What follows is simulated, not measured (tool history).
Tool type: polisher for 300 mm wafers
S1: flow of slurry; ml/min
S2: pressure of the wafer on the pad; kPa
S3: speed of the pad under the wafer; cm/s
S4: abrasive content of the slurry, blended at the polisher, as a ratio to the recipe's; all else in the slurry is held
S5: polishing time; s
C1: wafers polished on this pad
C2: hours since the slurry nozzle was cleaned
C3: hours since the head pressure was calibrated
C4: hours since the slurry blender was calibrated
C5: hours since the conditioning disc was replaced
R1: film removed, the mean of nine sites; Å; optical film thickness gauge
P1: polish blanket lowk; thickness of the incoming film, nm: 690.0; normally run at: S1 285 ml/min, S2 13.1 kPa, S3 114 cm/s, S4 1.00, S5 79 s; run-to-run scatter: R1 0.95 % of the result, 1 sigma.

Run 1, hour 9.1: S1 285 ml/min, S2 13.1 kPa, S3 114 cm/s, S4 1.00, S5 79 s; C1 711; C2 167.5; C3 571.5; C4 58.0; C5 171.3. Result: R1 325.04 Å.
Run 2, hour 17.2: S1 285 ml/min, S2 13.1 kPa, S3 166 cm/s, S4 1.00, S5 57 s; C1 795; C2 175.6; C3 579.6; C4 66.1; C5 179.4. Result: R1 313.38 Å.
Run 3, hour 22.9: S1 285 ml/min, S2 13.1 kPa, S3 114 cm/s, S4 0.55, S5 79 s; C1 854; C2 181.3; C3 585.3; C4 71.8; C5 185.1. Result: R1 238.65 Å.
Run 4, hour 31.2: S1 425 ml/min, S2 13.1 kPa, S3 114 cm/s, S4 1.00, S5 79 s; C1 940; C2 189.6; C3 593.6; C4 80.1; C5 193.4. Result: R1 331.02 Å.
Run 5, hour 38.5: S1 285 ml/min, S2 13.1 kPa, S3 114 cm/s, S4 1.00, S5 36 s; C1 1015; C2 196.9; C3 600.9; C4 87.4; C5 200.7. Result: R1 150.66 Å.
Run 6, hour 46.0: S1 285 ml/min, S2 13.1 kPa, S3 114 cm/s, S4 1.00, S5 114 s; C1 1093; C2 204.4; C3 608.4; C4 94.9; C5 208.2. Result: R1 461.65 Å.
Run 7, hour 50.6: S1 285 ml/min, S2 13.1 kPa, S3 114 cm/s, S4 1.00, S5 79 s; C1 1140; C2 209.0; C3 613.0; C4 99.5; C5 212.8. Result: R1 326.83 Å.
Run 8, hour 58.0: S1 445 ml/min, S2 13.1 kPa, S3 114 cm/s, S4 1.20, S5 79 s; C1 1217; C2 216.4; C3 620.4; C4 106.9; C5 220.2. Result: R1 360.64 Å.
Run 9, hour 64.9: S1 285 ml/min, S2 13.1 kPa, S3 114 cm/s, S4 1.00, S5 79 s; C1 1288; C2 223.3; C3 627.3; C4 113.8; C5 227.1. Result: R1 325.93 Å.
Run 10, hour 72.1: S1 285 ml/min, S2 13.1 kPa, S3 114 cm/s, S4 1.00, S5 79 s; C1 1363; C2 230.5; C3 634.5; C4 121.0; C5 234.3. Result: R1 323.82 Å.
Run 11, hour 79.6: S1 285 ml/min, S2 13.1 kPa, S3 114 cm/s, S4 1.25, S5 79 s; C1 1440; C2 238.0; C3 642.0; C4 128.5; C5 241.8. Result: R1 358.78 Å.
Run 12, hour 87.9: S1 410 ml/min, S2 19.3 kPa, S3 114 cm/s, S4 1.00, S5 79 s; C1 1526; C2 246.3; C3 650.3; C4 136.8; C5 250.1. Result: R1 495.32 Å.
Run 13, hour 96.4: S1 285 ml/min, S2 19.3 kPa, S3 114 cm/s, S4 1.00, S5 79 s; C1 1614; C2 254.8; C3 658.8; C4 145.3; C5 258.6. Result: R1 485.10 Å.
Run 14, hour 102.8: S1 285 ml/min, S2 13.1 kPa, S3 150 cm/s, S4 1.00, S5 79 s; C1 1680; C2 261.2; C3 665.2; C4 151.7; C5 265.0. Result: R1 407.51 Å.
Run 15, hour 111.5: S1 285 ml/min, S2 13.1 kPa, S3 114 cm/s, S4 1.00, S5 79 s; C1 1770; C2 269.9; C3 673.9; C4 160.4; C5 273.7. Result: R1 328.03 Å.
Run 16, hour 116.9: S1 285 ml/min, S2 13.1 kPa, S3 114 cm/s, S4 1.00, S5 79 s; C1 1826; C2 275.3; C3 679.3; C4 165.8; C5 279.1. Result: R1 321.46 Å.
Run 17, hour 125.2: S1 285 ml/min, S2 13.1 kPa, S3 114 cm/s, S4 1.00, S5 79 s; C1 1912; C2 283.6; C3 687.6; C4 174.1; C5 287.4. Result: R1 326.35 Å.
Run 18, hour 133.3: S1 285 ml/min, S2 6.2 kPa, S3 114 cm/s, S4 1.00, S5 79 s; C1 1996; C2 291.7; C3 695.7; C4 182.2; C5 295.5. Result: R1 155.18 Å.
Run 19, hour 138.4: S1 175 ml/min, S2 13.1 kPa, S3 114 cm/s, S4 1.00, S5 79 s; C1 2048; C2 296.8; C3 700.8; C4 187.3; C5 300.6. Result: R1 304.41 Å.
Run 20, hour 147.4: S1 285 ml/min, S2 13.1 kPa, S3 56 cm/s, S4 1.00, S5 79 s; C1 2141; C2 305.8; C3 709.8; C4 196.3; C5 309.6. Result: R1 183.47 Å.
Run 21, hour 154.5: S1 285 ml/min, S2 13.1 kPa, S3 114 cm/s, S4 1.00, S5 79 s; C1 2215; C2 312.9; C3 716.9; C4 203.4; C5 316.7. Result: R1 321.37 Å.
Run 22, hour 161.7: S1 285 ml/min, S2 13.1 kPa, S3 114 cm/s, S4 1.00, S5 79 s; C1 2289; C2 320.1; C3 724.1; C4 210.6; C5 323.9. Result: R1 307.47 Å.
Run 23, hour 167.9: S1 285 ml/min, S2 13.1 kPa, S3 114 cm/s, S4 1.00, S5 79 s; C1 2353; C2 326.3; C3 730.3; C4 216.8; C5 330.1. Result: R1 305.13 Å.
Run 24, hour 176.2: S1 285 ml/min, S2 13.1 kPa, S3 114 cm/s, S4 1.00, S5 79 s; C1 2439; C2 334.6; C3 738.6; C4 225.1; C5 338.4. Result: R1 292.93 Å.
Run 25, hour 181.8: S1 285 ml/min, S2 13.1 kPa, S3 114 cm/s, S4 1.00, S5 79 s; C1 2497; C2 340.2; C3 744.2; C4 230.7; C5 344.0. Result: R1 283.62 Å.
Run 26, hour 188.6: S1 285 ml/min, S2 13.1 kPa, S3 114 cm/s, S4 1.00, S5 79 s; C1 2567; C2 347.0; C3 751.0; C4 237.5; C5 350.8. Result: R1 283.59 Å.
At hour 190.6: head pressure recalibrated.
At hour 191.8: conditioning disc replaced and pad reconditioned.
Run 27, hour 194.2: S1 285 ml/min, S2 13.1 kPa, S3 114 cm/s, S4 1.00, S5 79 s; C1 2625; C2 352.6; C3 3.7; C4 243.1; C5 2.4. Result: R1 280.48 Å.
Run 28, hour 200.7: S1 285 ml/min, S2 13.1 kPa, S3 114 cm/s, S4 1.00, S5 79 s; C1 2693; C2 359.1; C3 10.2; C4 249.6; C5 8.9. Result: R1 281.39 Å.
Run 29, hour 209.5: S1 285 ml/min, S2 13.1 kPa, S3 114 cm/s, S4 1.00, S5 79 s; C1 2784; C2 367.9; C3 19.0; C4 258.4; C5 17.7. Result: R1 278.03 Å.

What P1 gives has crept off from where it sat before. The 2 causes that follow fit the log equally well, each at the size noted:
A: removal rate lost through wear of the pad, % = 13.7
B: abrasive missing from the slurry, % = 25.9
The drift started at roughly hour 154.5.
Excluded causes, each with its reason:
slurry flow missing at the pad, %: at its largest 40, which would move R1 by -6 %, too little to match the creep or of the wrong sign
head's pressure below its setpoint, %: serviced after onset, at hour 190.6, with no recovery of the prior output
time polished since the conditioner stopped cutting, s: serviced after onset, at hour 191.8, with no recovery of the prior output

The 4 check runs listed below each average the results of 5 wafers, and their outcomes are marked with question marks. Under which run would the listed causes produce clearly different results?
Run check 1, hour 218.3: S1 390 ml/min, S2 13.1 kPa, S3 114 cm/s, S4 0.60, S5 79 s. Result: R1 ?.
Run check 2, hour 218.3: S1 285 ml/min, S2 13.1 kPa, S3 114 cm/s, S4 1.00, S5 36 s. Result: R1 ?.
Run check 3, hour 218.3: S1 375 ml/min, S2 13.1 kPa, S3 58 cm/s, S4 1.00, S5 79 s. Result: R1 ?.
Run check 4, hour 218.3: S1 285 ml/min, S2 18.6 kPa, S3 88 cm/s, S4 1.00, S5 79 s. Result: R1 ?.

Check results expected under each cause:
  check  result    if A    if B
check 1      R1  220.74  212.58
check 2      R1  127.80  127.79
check 3      R1  167.05  167.03
check 4      R1  323.99  323.95
Separation of the two closest causes in each check, using whichever result separates them best: check 1 3.77 %; check 2 0.01 %; check 3 0.01 %; check 4 0.01 %
Of the check runs offered, only check 1 discriminates between the causes; the rest would read about the same regardless of which cause applies.

Check 1 was then run and gave: R1 213.04 Å. Which cause is it?

The correct cause is B, namely: abrasive missing from the slurry, %.
